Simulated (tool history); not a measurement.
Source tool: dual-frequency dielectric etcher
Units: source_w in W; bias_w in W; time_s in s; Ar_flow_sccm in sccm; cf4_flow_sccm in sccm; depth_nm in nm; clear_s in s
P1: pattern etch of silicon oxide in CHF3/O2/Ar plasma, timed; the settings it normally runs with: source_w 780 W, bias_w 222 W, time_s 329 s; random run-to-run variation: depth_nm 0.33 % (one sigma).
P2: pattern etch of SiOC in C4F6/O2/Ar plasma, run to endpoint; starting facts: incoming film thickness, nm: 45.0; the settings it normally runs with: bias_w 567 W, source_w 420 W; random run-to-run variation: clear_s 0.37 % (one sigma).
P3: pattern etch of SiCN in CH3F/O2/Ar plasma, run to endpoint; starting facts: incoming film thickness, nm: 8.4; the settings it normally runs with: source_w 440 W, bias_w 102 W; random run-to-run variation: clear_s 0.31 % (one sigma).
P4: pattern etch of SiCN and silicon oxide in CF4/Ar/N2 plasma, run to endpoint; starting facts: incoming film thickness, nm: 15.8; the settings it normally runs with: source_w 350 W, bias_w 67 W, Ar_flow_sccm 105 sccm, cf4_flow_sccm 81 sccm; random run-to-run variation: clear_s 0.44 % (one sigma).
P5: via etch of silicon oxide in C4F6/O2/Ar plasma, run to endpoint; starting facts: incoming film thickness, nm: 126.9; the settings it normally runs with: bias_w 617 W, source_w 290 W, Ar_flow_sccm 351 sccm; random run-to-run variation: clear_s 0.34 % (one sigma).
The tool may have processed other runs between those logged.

run	hour	process	source_w	bias_w	time_s	Ar_flow_sccm	cf4_flow_sccm	hours since the last wet clean	hours since the last source power generator calibration	hours since the last bias power generator calibration	depth_nm	clear_s
1	9.2	P1	780	222	329			315.1	1474.5	643.1	786.14	
2	17.1	P1	780	222	329			323	1482.4	651	784.69	
3	28.8	P5	290	617		351		334.7	1494.1	662.7		29.666
4	43.2	P2	420	797				349.1	1508.5	677.1		12.602
# hour 51.4: source power generator calibrated
5	52.2	P1	780	222	407.5			358.1	0.9	686.1	973.23	
6	60.8	P3	590	102				366.7	9.5	694.7		16.646
7	73.5	P1	780	158	329			379.4	22.2	707.4	701.64	
# hour 74.2: wet clean of the chamber
8	84.2	P3	440	102				10	32.9	718.1		18.588
9	97.2	P4	350	67		105	56	23	45.9	731.1		25.025
10	111	P1	1110	222	329			36.8	59.7	744.9	896.5	
11	120.5	P1	780	222	329			46.3	69.2	754.4	787.64	
12	130.1	P1	780	222	329			55.9	78.8	764	784.28	
13	138.6	P4	350	40		105	81	64.4	87.3	772.5		27.797
14	151.3	P5	290	815		351		77.1	100	785.2		26.455
15	162.8	P5	390	617		351		88.6	111.5	796.7		26.555
16	172.9	P2	550	567				98.7	121.6	806.8		13.015
17	182.3	P1	780	262	248			108.1	131	816.2	627.1	
18	192.3	P3	440	143				118.1	141	826.2		16.221
19	200.7	P1	780	222	329			126.5	149.4	834.6	786.03	
20	216.6	P2	420	567				142.4	165.3	850.5		14.323
21	230.4	P5	290	617		478		156.2	179.1	864.3		30.49
22	242.6	P4	350	67		105	81	168.4	191.3	876.5		23.859
23	251.7	P1	780	286	329			177.5	200.4	885.6	860.78	
# hour 260.1: bias power generator calibrated
24	267	P1	990	222	415			192.8	215.7	7	1086.4	
25	275.9	P1	780	222	329			201.7	224.6	15.9	787.42	
26	285.2	P1	540	222	329			211	233.9	25.2	679.84	
27	298.5	P1	780	222	181			224.3	247.2	38.5	430.01	
28	314.1	P2	420	567				239.9	262.8	54.1		14.299
29	330.9	P1	780	222	329			256.7	279.6	70.9	784.06	
30	342.1	P4	270	67		105	81	267.9	290.8	82.1		29.631
31	350.7	P4	350	67		79	81	276.5	299.4	90.7		22.781
32	360.7	P1	780	222	329			286.5	309.4	100.7	786.64	
33	369.4	P1	780	222	329			295.2	318.1	109.4	789.08	
34	382.8	P1	780	222	329			308.6	331.5	122.8	795.85	
35	392.1	P1	780	222	329			317.9	340.8	132.1	793.89	
36	405.4	P1	780	222	329			331.2	354.1	145.4	798.34	
37	415.1	P1	780	222	329			340.9	363.8	155.1	796.63	
# hour 416.3: wet clean of the chamber
38	426.6	P1	780	222	329			10.3	375.3	166.6	795.7	
39	438.9	P1	780	222	329			22.6	387.6	178.9	796.2	
40	448.2	P1	780	222	329			31.9	396.9	188.2	797.93	

The log shows P1 creeping away from where it was. Any of the 2 causes listed here, at the size stated for it, fits the log just as well as the others:
A: bias power that arrives over what is set, % = 4.9
B: source power that arrives over what is set, % = 4.44
At approximately hour 360.7, the process output began to creep.
What rules out each remaining cause:
chamber walls in a state that raises the etch rate, %: serviced at hour 416.3, after the drift had started, without restoring the earlier output

Below are 4 check runs, each averaged over 2 wafers, with their results shown as question marks. Which of them would give clearly different results depending on which cause is behind the drift?
check 1	457.5	P2	520	667								?
check 2	457.5	P5	290	617		408						?
check 3	457.5	P3	580	135								?
check 4	457.5	P4	350	67		84	59					?

Predicted outcomes, by check and by cause:
check	result	if A	if B
check 1	clear_s	12.215	12.246
check 2	clear_s	29.503	29.589
check 3	clear_s	14.753	14.794
check 4	clear_s	23.55	23.036
Separation of the two closest causes in each check, using whichever result separates them best: check 1 0.25 %; check 2 0.29 %; check 3 0.27 %; check 4 2.21 %
Check 4 is the one run that separates the causes; every other check would come out nearly the same whichever cause is at work.

Running check 4 produced the following: clear_s 23.457 s. Which one of the listed causes fits?

A is the cause: bias power that arrives over what is set, %.
